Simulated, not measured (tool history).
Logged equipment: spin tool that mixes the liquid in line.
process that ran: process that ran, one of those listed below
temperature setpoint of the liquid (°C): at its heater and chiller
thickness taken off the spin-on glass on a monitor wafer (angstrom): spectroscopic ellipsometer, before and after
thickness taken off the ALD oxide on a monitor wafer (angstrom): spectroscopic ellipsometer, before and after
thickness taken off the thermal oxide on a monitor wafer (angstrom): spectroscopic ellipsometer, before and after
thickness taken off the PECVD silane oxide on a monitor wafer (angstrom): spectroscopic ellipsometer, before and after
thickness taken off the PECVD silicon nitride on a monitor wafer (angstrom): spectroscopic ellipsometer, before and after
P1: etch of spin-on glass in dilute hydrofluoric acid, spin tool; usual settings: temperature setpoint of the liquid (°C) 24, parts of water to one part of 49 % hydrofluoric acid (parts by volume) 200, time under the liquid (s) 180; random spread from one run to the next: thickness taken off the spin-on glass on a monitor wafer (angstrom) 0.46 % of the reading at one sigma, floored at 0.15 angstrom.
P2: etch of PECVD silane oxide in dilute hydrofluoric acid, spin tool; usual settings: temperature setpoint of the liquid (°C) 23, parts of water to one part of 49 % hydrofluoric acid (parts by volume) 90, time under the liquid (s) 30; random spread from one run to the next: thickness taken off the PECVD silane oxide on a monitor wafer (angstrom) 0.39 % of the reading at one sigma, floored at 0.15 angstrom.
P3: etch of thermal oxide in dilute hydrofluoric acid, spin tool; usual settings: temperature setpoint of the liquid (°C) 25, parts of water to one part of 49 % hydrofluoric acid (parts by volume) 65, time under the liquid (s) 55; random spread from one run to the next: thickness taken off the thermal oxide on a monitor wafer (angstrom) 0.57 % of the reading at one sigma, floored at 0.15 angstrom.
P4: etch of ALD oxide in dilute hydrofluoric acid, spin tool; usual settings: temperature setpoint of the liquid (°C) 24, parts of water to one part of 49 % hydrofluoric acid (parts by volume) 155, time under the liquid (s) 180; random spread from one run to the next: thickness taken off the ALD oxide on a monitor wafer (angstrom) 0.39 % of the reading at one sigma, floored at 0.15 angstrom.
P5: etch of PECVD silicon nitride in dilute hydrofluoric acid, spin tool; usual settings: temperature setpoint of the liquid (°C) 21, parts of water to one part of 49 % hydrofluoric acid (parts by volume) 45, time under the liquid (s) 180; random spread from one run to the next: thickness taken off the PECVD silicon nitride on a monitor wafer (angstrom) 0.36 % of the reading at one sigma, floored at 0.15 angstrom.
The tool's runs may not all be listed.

run   hour  process that ran  temperature setpoint of the liquid (°C)  parts of water to one part of 49 % hydrofluoric acid (parts by volume)  time under the liquid (s)  hours since the thermometer was replaced  hours since the hydrofluoric acid flow meter was replaced  thickness taken off the spin-on glass on a monitor wafer (angstrom)  thickness taken off the ALD oxide on a monitor wafer (angstrom)  thickness taken off the thermal oxide on a monitor wafer (angstrom)  thickness taken off the PECVD silane oxide on a monitor wafer (angstrom)  thickness taken off the PECVD silicon nitride on a monitor wafer (angstrom)
  1    6.7                P1                                       24                                                                     200                        180                                    1003.4                                                     1335.1                                                               280.98
  2   12.1                P1                                       17                                                                     200                        180                                    1008.8                                                     1340.5                                                               213.79
  3   17.4                P1                                       24                                                                     200                         15                                    1014.1                                                     1345.8                                                               23.317
  4   21.3                P1                                       24                                                                     200                        180                                      1018                                                     1349.7                                                               279.13
  5   24.6                P4                                       17                                                                     155                        180                                    1021.3                                                       1353                                                                                                                                203.11
  6   29.2                P3                                       25                                                                      65                         55                                    1025.9                                                     1357.6                                                                                                                                                                                                     41.254
  7   33.6                P1                                       24                                                                     200                        180                                    1030.3                                                       1362                                                               279.83
  8   38.7                P1                                     27.5                                                                     200                         50                                    1035.4                                                     1367.1                                                               87.678
  9   42.5                P3                                       25                                                                      65                         55                                    1039.2                                                     1370.9                                                                                                                                                                                                      41.17
 10     49                P1                                       24                                                                     200                        180                                    1045.7                                                     1377.4                                                                278.2
 11   55.9                P1                                       24                                                                      95                        180                                    1052.6                                                     1384.3                                                               666.53
 12   60.8                P4                                       24                                                                     155                        180                                    1057.5                                                     1389.2                                                                                                                                268.46
 13   64.5                P2                                       23                                                                      90                         30                                    1061.2                                                     1392.9                                                                                                                                                                                                                                                                               115.86
 14   69.4                P2                                       29                                                                      90                         30                                    1066.1                                                     1397.8                                                                                                                                                                                                                                                                               147.05
 15   76.6                P5                                       21                                                                      45                        180                                    1073.3                                                       1405                                                                                                                                                                                                                                                                                                                                                            68.401
 16   82.5                P2                                       23                                                                      90                         15                                    1079.2                                                     1410.9                                                                                                                                                                                                                                                                               57.633
 17   89.5                P4                                       24                                                                     155                        340                                    1086.2                                                     1417.9                                                                                                                                507.26
 18   95.6                P1                                       24                                                                     200                        180                                    1092.3                                                       1424                                                               279.19
 19  102.6                P1                                       24                                                                     200                        350                                    1099.3                                                       1431                                                                546.2
 20  109.1                P2                                       23                                                                      40                         30                                    1105.8                                                     1437.5                                                                                                                                                                                                                                                                               276.51
 21  114.6                P1                                       30                                                                     200                        180                                    1111.3                                                       1443                                                               346.12
 22  120.2                P5                                       21                                                                      20                        180                                    1116.9                                                     1448.6                                                                                                                                                                                                                                                                                                                                                            148.93
 23  124.1                P5                                       28                                                                      45                        180                                    1120.8                                                     1452.5                                                                                                                                                                                                                                                                                                                                                            108.75
 24  131.3                P3                                       25                                                                      65                         25                                      1128                                                     1459.7                                                                                                                                                                                                     18.695
 25  134.9                P3                                       25                                                                     115                         55                                    1131.6                                                     1463.3                                                                                                                                                                                                     21.791
 26  140.5                P2                                       23                                                                      90                         30                                    1137.2                                                     1468.9                                                                                                                                                                                                                                                                               116.08
 27  145.6                P3                                     32.5                                                                      65                         55                                    1142.3                                                       1474                                                                                                                                                                                                      54.77
 28  151.4                P1                                       24                                                                     200                        180                                    1148.1                                                     1479.8                                                               280.26
 29  156.3                P1                                       24                                                                     290                        180                                      1153                                                     1484.7                                                               175.87
 30  162.6                P5                                       21                                                                      45                         15                                    1159.3                                                       1491                                                                                                                                                                                                                                                                                                                                                             5.981
 31  169.2                P1                                       24                                                                     275                         55                                    1165.9                                                     1497.6                                                               57.544
 32    174                P4                                       24                                                                     260                        180                                    1170.7                                                     1502.4                                                                                                                                142.83
 33  177.5                P1                                       24                                                                     200                        180                                    1174.2                                                     1505.9                                                               282.03
 34  182.4                P1                                       24                                                                     200                        180                                    1179.1                                                     1510.8                                                               270.25
 35  188.3                P1                                       24                                                                     200                        180                                      1185                                                     1516.7                                                                267.3
 36  193.5                P1                                       24                                                                     200                        180                                    1190.2                                                     1521.9                                                               264.92
 37  200.3                P1                                       24                                                                     200                        180                                      1197                                                     1528.7                                                               261.36
 38  205.1                P1                                       24                                                                     200                        180                                    1201.8                                                     1533.5                                                               259.32
 39  211.5                P1                                       24                                                                     200                        180                                    1208.2                                                     1539.9                                                                259.2
 40  216.1                P1                                       24                                                                     200                        180                                    1212.8                                                     1544.5                                                               255.74
 41  221.4                P1                                       24                                                                     200                        180                                    1218.1                                                     1549.8                                                                259.2

P1 has crept away from where it was. The log is fitted equally well by each of these 2 causes, at the sizes shown:
A: hydrofluoric acid flow below the setpoint (%) = 6.43
B: liquid colder than its thermometer reads (K) = 2.17
The onset of the drift is placed at about hour 177.5.

The check runs listed below each take one wafer, and their results are still question marks. Under which run would the listed causes lead to clearly different results?
check 1  226.7                P5                                     27.5                                                                      45                         50                                                                                                                                                                                                                                                                                                                                                                                                                                                                      ?
check 2  226.7                P3                                     31.5                                                                     100                         55                                                                                                                                                                                                                                                                                                               ?
check 3  226.7                P2                                     26.5                                                                      90                         15                                                                                                                                                                                                                                                                                                                                                                                         ?
check 4  226.7                P4                                       24                                                                     225                        180                                                                                                                                                                                                                                          ?

What every check run would give for each of its results, assuming each possible cause in turn:
  check                                                                       result    if A    if B
check 1  thickness taken off the PECVD silicon nitride on a monitor wafer (angstrom)  27.549   25.46
check 2          thickness taken off the thermal oxide on a monitor wafer (angstrom)  30.288  30.148
check 3     thickness taken off the PECVD silane oxide on a monitor wafer (angstrom)  61.637  60.964
check 4              thickness taken off the ALD oxide on a monitor wafer (angstrom)  157.31  157.72
Per-check spread between the two closest causes, in the result where they differ most: check 1 7.88 %; check 2 0.46 %; check 3 1.1 %; check 4 0.26 %
Check 1 tells the causes apart: in the others they would give nearly the same result.

Check 1 was carried out, with these results: thickness taken off the PECVD silicon nitride on a monitor wafer (angstrom) 25.354. Which of the listed causes is responsible?

It was cause B: liquid colder than its thermometer reads (K).
